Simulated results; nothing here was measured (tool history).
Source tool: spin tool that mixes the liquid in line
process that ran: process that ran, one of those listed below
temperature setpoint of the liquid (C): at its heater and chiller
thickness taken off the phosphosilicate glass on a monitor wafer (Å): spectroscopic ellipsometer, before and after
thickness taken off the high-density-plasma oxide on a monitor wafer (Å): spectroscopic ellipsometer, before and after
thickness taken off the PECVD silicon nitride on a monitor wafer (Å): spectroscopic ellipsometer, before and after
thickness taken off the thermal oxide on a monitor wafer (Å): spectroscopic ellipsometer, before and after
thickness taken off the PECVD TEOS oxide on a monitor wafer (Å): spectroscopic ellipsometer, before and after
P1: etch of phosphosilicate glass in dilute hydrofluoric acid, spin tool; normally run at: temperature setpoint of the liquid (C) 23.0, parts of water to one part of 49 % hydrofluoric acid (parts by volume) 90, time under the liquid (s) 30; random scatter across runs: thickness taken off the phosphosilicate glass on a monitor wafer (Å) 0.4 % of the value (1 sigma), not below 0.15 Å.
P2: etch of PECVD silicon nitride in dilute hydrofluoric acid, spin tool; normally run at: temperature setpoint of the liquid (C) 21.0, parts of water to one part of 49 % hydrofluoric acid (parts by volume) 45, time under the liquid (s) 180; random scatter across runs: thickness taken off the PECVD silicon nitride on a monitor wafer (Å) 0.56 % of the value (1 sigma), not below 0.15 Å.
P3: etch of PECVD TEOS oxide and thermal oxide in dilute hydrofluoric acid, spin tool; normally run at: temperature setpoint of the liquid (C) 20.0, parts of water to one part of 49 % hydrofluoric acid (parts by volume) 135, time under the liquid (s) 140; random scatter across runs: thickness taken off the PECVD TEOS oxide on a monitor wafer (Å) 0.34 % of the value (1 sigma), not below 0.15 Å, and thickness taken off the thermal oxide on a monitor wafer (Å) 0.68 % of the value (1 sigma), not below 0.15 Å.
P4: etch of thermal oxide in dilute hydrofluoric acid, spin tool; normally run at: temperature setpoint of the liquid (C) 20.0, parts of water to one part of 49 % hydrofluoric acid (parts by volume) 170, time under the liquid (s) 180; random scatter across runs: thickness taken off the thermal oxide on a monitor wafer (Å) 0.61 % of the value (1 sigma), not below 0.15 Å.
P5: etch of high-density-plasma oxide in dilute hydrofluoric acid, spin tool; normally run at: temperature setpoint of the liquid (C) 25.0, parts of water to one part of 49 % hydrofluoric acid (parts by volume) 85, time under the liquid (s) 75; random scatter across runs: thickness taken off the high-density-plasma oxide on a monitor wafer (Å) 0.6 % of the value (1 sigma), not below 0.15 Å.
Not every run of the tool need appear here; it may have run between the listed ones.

run   hour  process that ran  temperature setpoint of the liquid (C)  parts of water to one part of 49 % hydrofluoric acid (parts by volume)  time under the liquid (s)  hours since the thermometer was replaced  hours since the hydrofluoric acid flow meter was replaced  thickness taken off the phosphosilicate glass on a monitor wafer (Å)  thickness taken off the high-density-plasma oxide on a monitor wafer (Å)  thickness taken off the PECVD silicon nitride on a monitor wafer (Å)  thickness taken off the thermal oxide on a monitor wafer (Å)  thickness taken off the PECVD TEOS oxide on a monitor wafer (Å)
  1    9.3                P1                                    23.0                                                                      90                         30                                     491.4                                                      381.0                                                                435.56
  2   15.7                P1                                    31.5                                                                      90                         30                                     497.8                                                      387.4                                                                607.88
  3   25.5                P5                                    25.0                                                                      85                         75                                     507.6                                                      397.2                                                                                                                                          47.288
  4   31.7                P1                                    27.5                                                                      30                         30                                     513.8                                                      403.4                                                               1715.10
  5   37.7                P2                                    17.0                                                                      45                        180                                     519.8                                                      409.4                                                                                                                                                                                                               102.040
  6   42.8                P5                                    32.0                                                                      85                         75                                     524.9                                                      414.5                                                                                                                                          62.234
  7   51.6                P4                                    17.0                                                                     170                        180                                     533.7                                                      423.3                                                                                                                                                                                                                                                                              35.600
  8   58.1                P3                                    20.0                                                                     135                        265                                     540.2                                                      429.8                                                                                                                                                                                                                                                                              77.115                                                          268.950
  9   68.4                P2                                    21.0                                                                      45                         20                                     550.5                                                      440.1                                                                                                                                                                                                                14.829
 10   78.8                P1                                    23.0                                                                      90                         30                                     560.9                                                      450.5                                                                437.26
 11   89.5                P4                                    20.0                                                                     170                        310                                     571.6                                                      461.2                                                                                                                                                                                                                                                                              69.306
 12   95.7                P3                                    20.0                                                                     135                        140                                     577.8                                                      467.4                                                                                                                                                                                                                                                                              40.574                                                          141.910
 13  106.3                P1                                    23.0                                                                      90                         55                                     588.4                                                      478.0                                                                802.48
 14  112.4                P2                                    21.0                                                                      45                        180                                     594.5                                                      484.1                                                                                                                                                                                                               133.930
 15  120.6                P3                                    20.0                                                                     135                        140                                     602.7                                                      492.3                                                                                                                                                                                                                                                                              40.658                                                          141.720
 16  131.7                P1                                    17.0                                                                      90                         30                                     613.8                                                      503.4                                                                337.73
 17  140.3                P3                                    17.0                                                                     135                        140                                     622.4                                                      512.0                                                                                                                                                                                                                                                                              35.899                                                          125.980
 18  151.4                P2                                    21.0                                                                      65                        180                                     633.5                                                      523.1                                                                                                                                                                                                                93.267
 19  158.6                P4                                    20.0                                                                     170                        180                                     640.7                                                      530.3                                                                                                                                                                                                                                                                              40.557
 20  166.5                P1                                    23.0                                                                     160                         30                                     648.6                                                      538.2                                                                226.89
 21  172.8                P1                                    23.0                                                                      90                         30                                     654.9                                                      544.5                                                                432.68
 22  180.0                P3                                    20.0                                                                     215                        140                                     662.1                                                      551.7                                                                                                                                                                                                                                                                              23.806                                                           81.627
 23  188.7                P1                                    23.0                                                                      90                         30                                     670.8                                                      560.4                                                                439.28
 24  197.5                P1                                    23.0                                                                      45                         30                                     679.6                                                      569.2                                                                917.79
 25  208.4                P5                                    25.0                                                                      20                         75                                     690.5                                                      580.1                                                                                                                                         217.660
 26  215.3                P4                                    20.0                                                                     295                        180                                     697.4                                                      587.0                                                                                                                                                                                                                                                                              20.658
 27  224.9                P5                                    25.0                                                                      85                         75                                     707.0                                                      596.6                                                                                                                                          46.634
 28  232.0                P1                                    23.0                                                                      90                         30                                     714.1                                                      603.7                                                                436.29
 29  242.6                P1                                    23.0                                                                      90                         15                                     724.7                                                      614.3                                                                219.07
 30  248.8                P1                                    23.0                                                                      90                         30                                     730.9                                                      620.5                                                                433.16
 31  255.3                P5                                    25.0                                                                      85                         20                                     737.4                                                      627.0                                                                                                                                          12.830
 32  260.8                P1                                    23.0                                                                      90                         30                                     742.9                                                      632.5                                                                437.91
 33  267.5                P1                                    23.0                                                                      90                         30                                     749.6                                                      639.2                                                                429.17
 34  273.0                P1                                    23.0                                                                      90                         30                                     755.1                                                      644.7                                                                420.41
 35  283.6                P1                                    23.0                                                                      90                         30                                     765.7                                                      655.3                                                                413.53
 36  292.4                P1                                    23.0                                                                      90                         30                                     774.5                                                      664.1                                                                409.81
 37  301.6                P1                                    23.0                                                                      90                         30                                     783.7                                                      673.3                                                                406.39
 38  311.2                P1                                    23.0                                                                      90                         30                                     793.3                                                      682.9                                                                404.29
 39  318.8                P1                                    23.0                                                                      90                         30                                     800.9                                                      690.5                                                                404.86
 40  328.6                P1                                    23.0                                                                      90                         30                                     810.7                                                      700.3                                                                404.10
 41  334.6                P1                                    23.0                                                                      90                         30                                     816.7                                                      706.3                                                                406.95

P1 has crept away from where it was. The log is fitted equally well by each of these 2 causes, at the sizes shown:
A: hydrofluoric acid flow below the setpoint (%) = 6.74
B: liquid colder than its thermometer reads (K) = 1.92
The creep began at about hour 260.8.

The check runs listed below each take one wafer, and their results are still question marks. Under which run would the listed causes lead to clearly different results?
check 1  340.6                P3                                    20.0                                                                     135                        140                                                                                                                                                                                                                                                                                                                                                                                        ?                                                                ?
check 2  340.6                P2                                    21.0                                                                      45                        180                                                                                                                                                                                                                                                                                                                          ?
check 3  340.6                P4                                    20.0                                                                     170                        180                                                                                                                                                                                                                                                                                                                                                                                        ?
check 4  340.6                P5                                    25.0                                                                      85                         75                                                                                                                                                                                                                                                    ?

What every check run would give for each of its results, assuming each possible cause in turn:
  check                                                                    result     if A     if B
check 1              thickness taken off the thermal oxide on a monitor wafer (Å)   37.620   37.705
check 1           thickness taken off the PECVD TEOS oxide on a monitor wafer (Å)  130.610  130.910
check 2      thickness taken off the PECVD silicon nitride on a monitor wafer (Å)  125.250  117.270
check 3              thickness taken off the thermal oxide on a monitor wafer (Å)   37.033   37.254
check 4  thickness taken off the high-density-plasma oxide on a monitor wafer (Å)   43.593   43.625
Gap, in per cent, between the two causes that each check separates least, read from the result that separates them most: check 1 0.23 %; check 2 6.58 %; check 3 0.6 %; check 4 0.07 %
The other checks would show nearly matching results whichever cause is true, so check 2 is the only one that separates the causes.

The results of check 2 are: thickness taken off the PECVD silicon nitride on a monitor wafer (Å) 117.710. Based on these, which of the listed causes is it?

The correct cause is B, namely: liquid colder than its thermometer reads (K).
